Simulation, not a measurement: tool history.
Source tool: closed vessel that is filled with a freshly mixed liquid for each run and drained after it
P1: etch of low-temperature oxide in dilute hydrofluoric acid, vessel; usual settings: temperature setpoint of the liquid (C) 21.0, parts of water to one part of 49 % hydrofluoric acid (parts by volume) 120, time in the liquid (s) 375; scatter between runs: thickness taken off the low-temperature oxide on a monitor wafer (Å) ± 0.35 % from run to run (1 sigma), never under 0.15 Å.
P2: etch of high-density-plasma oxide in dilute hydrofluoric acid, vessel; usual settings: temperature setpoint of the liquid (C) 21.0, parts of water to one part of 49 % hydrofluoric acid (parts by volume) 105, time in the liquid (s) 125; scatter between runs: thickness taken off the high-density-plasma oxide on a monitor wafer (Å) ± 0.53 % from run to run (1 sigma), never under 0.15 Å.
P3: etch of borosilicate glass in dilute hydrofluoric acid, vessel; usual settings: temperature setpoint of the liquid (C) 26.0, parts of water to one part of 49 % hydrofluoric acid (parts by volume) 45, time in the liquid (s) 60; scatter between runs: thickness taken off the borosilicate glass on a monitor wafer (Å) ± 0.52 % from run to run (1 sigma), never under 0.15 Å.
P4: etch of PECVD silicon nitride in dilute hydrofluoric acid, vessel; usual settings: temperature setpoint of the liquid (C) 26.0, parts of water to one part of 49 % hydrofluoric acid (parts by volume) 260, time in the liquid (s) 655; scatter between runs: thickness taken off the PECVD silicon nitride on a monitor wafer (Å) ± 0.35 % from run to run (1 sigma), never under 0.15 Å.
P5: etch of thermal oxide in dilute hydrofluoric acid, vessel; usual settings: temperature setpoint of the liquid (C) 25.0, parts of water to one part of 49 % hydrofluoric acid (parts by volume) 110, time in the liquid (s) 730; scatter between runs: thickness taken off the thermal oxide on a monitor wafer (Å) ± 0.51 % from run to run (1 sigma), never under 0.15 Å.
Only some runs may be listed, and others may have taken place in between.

run	hour	process that ran	temperature setpoint of the liquid (C)	parts of water to one part of 49 % hydrofluoric acid (parts by volume)	time in the liquid (s)	thickness taken off the low-temperature oxide on a monitor wafer (Å)	thickness taken off the high-density-plasma oxide on a monitor wafer (Å)	thickness taken off the PECVD silicon nitride on a monitor wafer (Å)	thickness taken off the thermal oxide on a monitor wafer (Å)	thickness taken off the borosilicate glass on a monitor wafer (Å)
1	4.7	P1	21.0	120	375	287.35				
2	9.6	P1	21.0	120	375	288.78				
3	18.4	P1	21.0	120	375	287.67				
4	26.8	P2	21.0	165	125		41.006			
5	34.8	P4	26.0	260	655			162.140		
6	39.3	P1	21.0	170	375	192.20				
7	46.8	P1	25.5	120	375	343.14				
8	55.7	P1	17.0	65	375	481.12				
9	62.6	P5	21.0	110	730				275.88	
10	70.0	P1	21.0	120	165	127.71				
11	74.2	P3	26.0	45	95					710.69
12	80.7	P3	19.5	45	60					341.92
13	87.5	P2	21.0	105	125		67.830			
14	95.8	P3	26.0	20	60					1037.00
15	103.0	P4	21.5	260	655			122.760		
16	108.5	P3	26.0	45	60					448.00
17	112.8	P1	24.5	30	375	1484.80				
18	120.6	P5	25.0	110	1120				494.42	
19	129.5	P2	17.5	105	125		59.345			
20	135.9	P4	26.0	370	655			113.040		
21	141.2	P4	26.0	260	655			161.270		
22	145.5	P2	21.0	105	30		16.148			
23	152.1	P2	21.0	105	125		68.399			
24	159.0	P1	17.0	120	375	244.32				
25	164.7	P4	26.0	260	185			45.624		
26	171.2	P1	21.0	120	375	288.42				
27	179.5	P1	21.0	40	375	951.80				
28	186.7	P5	25.0	60	730				628.08	
29	193.8	P5	25.0	110	730				322.67	
30	199.9	P1	21.0	120	375	289.59				
31	207.3	P1	21.0	120	675	521.68				
32	214.3	P1	21.0	120	375	289.74				
33	219.0	P1	21.0	120	375	283.22				
34	225.3	P1	21.0	120	375	276.16				
35	230.5	P1	21.0	120	375	272.52				
36	235.8	P1	21.0	120	375	269.44				
37	243.7	P1	21.0	120	375	266.87				
38	249.7	P1	21.0	120	375	268.67				
39	258.2	P1	21.0	120	375	266.90				
40	263.6	P1	21.0	120	375	265.00				
41	269.6	P1	21.0	120	375	266.02				
42	277.8	P1	21.0	120	375	264.83				

Compared with where it was, what P1 gives has crept away. Each cause listed below fits the log as well as the rest, at the size given for it:
A: liquid colder than its thermometer reads (K) = 2.12
B: hydrofluoric acid flow below the setpoint (%) = 7.26
The drift started at roughly hour 214.3.

Each of the 4 check runs below uses one wafer; its results are left as question marks. Which run tells the causes apart?
check 1	286.0	P3	26.0	45	60					?
check 2	286.0	P4	26.0	260	655			?		
check 3	286.0	P5	25.0	110	730				?	
check 4	286.0	P2	21.0	105	125		?			

Predicted outcomes, by check and by cause:
check	result	if A	if B
check 1	thickness taken off the borosilicate glass on a monitor wafer (Å)	407.88	410.63
check 2	thickness taken off the PECVD silicon nitride on a monitor wafer (Å)	142.070	150.010
check 3	thickness taken off the thermal oxide on a monitor wafer (Å)	296.99	296.24
check 4	thickness taken off the high-density-plasma oxide on a monitor wafer (Å)	62.726	62.864
Separation of the two closest causes in each check, using whichever result separates them best: check 1 0.67 %; check 2 5.44 %; check 3 0.25 %; check 4 0.22 %
Of the check runs offered, only check 2 discriminates between the causes; the rest would read about the same regardless of which cause applies.

Then check 2 was run and gave: thickness taken off the PECVD silicon nitride on a monitor wafer (Å) 151.090. Which cause is it?

The correct cause is B, namely: hydrofluoric acid flow below the setpoint (%).
